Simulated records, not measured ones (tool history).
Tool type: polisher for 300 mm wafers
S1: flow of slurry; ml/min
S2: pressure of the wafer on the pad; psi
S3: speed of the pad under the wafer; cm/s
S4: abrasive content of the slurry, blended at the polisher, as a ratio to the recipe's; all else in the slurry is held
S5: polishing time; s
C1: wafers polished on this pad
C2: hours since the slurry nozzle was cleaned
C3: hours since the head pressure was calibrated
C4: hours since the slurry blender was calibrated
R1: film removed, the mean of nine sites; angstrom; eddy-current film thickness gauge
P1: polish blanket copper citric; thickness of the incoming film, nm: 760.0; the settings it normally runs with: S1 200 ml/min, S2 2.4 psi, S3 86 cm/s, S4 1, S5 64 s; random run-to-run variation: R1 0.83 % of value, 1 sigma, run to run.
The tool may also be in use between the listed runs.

run 1 hour=5.9 | S1=200 S2=2.4 S3=86 S4=1 S5=64 | C1=989 C2=179.9 C3=331.6 C4=60.3 | R1=914.04
run 2 hour=18.2 | S1=200 S2=3.7 S3=86 S4=1 S5=64 | C1=1144 C2=192.2 C3=343.9 C4=72.6 | R1=1421.3
run 3 hour=27.3 | S1=200 S2=2.4 S3=86 S4=1 S5=93 | C1=1258 C2=201.3 C3=353 C4=81.7 | R1=1340.8
run 4 hour=33.2 | S1=200 S2=2.4 S3=86 S4=1 S5=31 | C1=1332 C2=207.2 C3=358.9 C4=87.6 | R1=454.85
run 5 hour=41.9 | S1=200 S2=1.2 S3=124 S4=1 S5=64 | C1=1441 C2=215.9 C3=367.6 C4=96.3 | R1=674.99
run 6 hour=49.8 | S1=200 S2=2.4 S3=86 S4=0.75 S5=64 | C1=1541 C2=223.8 C3=375.5 C4=104.2 | R1=873.29
run 7 hour=58.3 | S1=200 S2=2.4 S3=86 S4=1 S5=64 | C1=1647 C2=232.3 C3=384 C4=112.7 | R1=909.15
run 8 hour=69.7 | S1=200 S2=2.4 S3=132 S4=1 S5=64 | C1=1790 C2=243.7 C3=395.4 C4=124.1 | R1=1425.9
run 9 hour=81.7 | S1=200 S2=2.4 S3=86 S4=1 S5=64 | C1=1941 C2=255.7 C3=407.4 C4=136.1 | R1=931.32
run 10 hour=89.1 | S1=200 S2=1.8 S3=86 S4=1 S5=92 | C1=2034 C2=263.1 C3=414.8 C4=143.5 | R1=1016.4
run 11 hour=98.3 | S1=200 S2=2.4 S3=86 S4=1 S5=64 | C1=2149 C2=272.3 C3=424 C4=152.7 | R1=921.73
run 12 hour=105.7 | S1=200 S2=2.4 S3=86 S4=1 S5=64 | C1=2242 C2=279.7 C3=431.4 C4=160.1 | R1=924.49
run 13 hour=111.5 | S1=200 S2=2.4 S3=86 S4=1 S5=64 | C1=2315 C2=285.5 C3=437.2 C4=165.9 | R1=930.5
run 14 hour=123.9 | S1=285 S2=2.4 S3=86 S4=1 S5=64 | C1=2471 C2=297.9 C3=449.6 C4=178.3 | R1=977.05
run 15 hour=135.9 | S1=200 S2=2.4 S3=86 S4=1 S5=64 | C1=2621 C2=309.9 C3=461.6 C4=190.3 | R1=929.9
-- hour=142 worn pad replaced by a new one
run 16 hour=147 | S1=200 S2=2.4 S3=56 S4=1 S5=64 | C1=63 C2=321 C3=472.7 C4=201.4 | R1=610.71
run 17 hour=154.1 | S1=135 S2=2.4 S3=86 S4=1 S5=64 | C1=152 C2=328.1 C3=479.8 C4=208.5 | R1=878.18
run 18 hour=161.2 | S1=200 S2=2.4 S3=86 S4=1.45 S5=64 | C1=241 C2=335.2 C3=486.9 C4=215.6 | R1=988.77
run 19 hour=173.9 | S1=200 S2=1.1 S3=86 S4=1 S5=64 | C1=400 C2=347.9 C3=499.6 C4=228.3 | R1=444.04
run 20 hour=182.6 | S1=200 S2=2.4 S3=86 S4=1 S5=64 | C1=510 C2=356.6 C3=508.3 C4=237 | R1=930.7
run 21 hour=193.6 | S1=200 S2=2.4 S3=86 S4=1 S5=64 | C1=648 C2=367.6 C3=519.3 C4=248 | R1=903.4
run 22 hour=206.1 | S1=200 S2=2.4 S3=86 S4=1 S5=64 | C1=805 C2=380.1 C3=531.8 C4=260.5 | R1=889.62
run 23 hour=214.2 | S1=200 S2=2.4 S3=86 S4=1 S5=64 | C1=906 C2=388.2 C3=539.9 C4=268.6 | R1=876.15
run 24 hour=224.6 | S1=200 S2=2.4 S3=86 S4=1 S5=64 | C1=1037 C2=398.6 C3=550.3 C4=279 | R1=886.66
run 25 hour=233.2 | S1=200 S2=2.4 S3=86 S4=1 S5=64 | C1=1145 C2=407.2 C3=558.9 C4=287.6 | R1=872.85
run 26 hour=241.8 | S1=200 S2=2.4 S3=86 S4=1 S5=64 | C1=1253 C2=415.8 C3=567.5 C4=296.2 | R1=880.23

What will run 27 give?
-- hour=241.9 slurry blender recalibrated
run 27 hour=254.4 | S1=200 S2=2.4 S3=86 S4=1 S5=64 | C1=1411 C2=428.4 C3=580.1 C4=12.6 | R1=?

{"run 27": {"R1": 862.42}}

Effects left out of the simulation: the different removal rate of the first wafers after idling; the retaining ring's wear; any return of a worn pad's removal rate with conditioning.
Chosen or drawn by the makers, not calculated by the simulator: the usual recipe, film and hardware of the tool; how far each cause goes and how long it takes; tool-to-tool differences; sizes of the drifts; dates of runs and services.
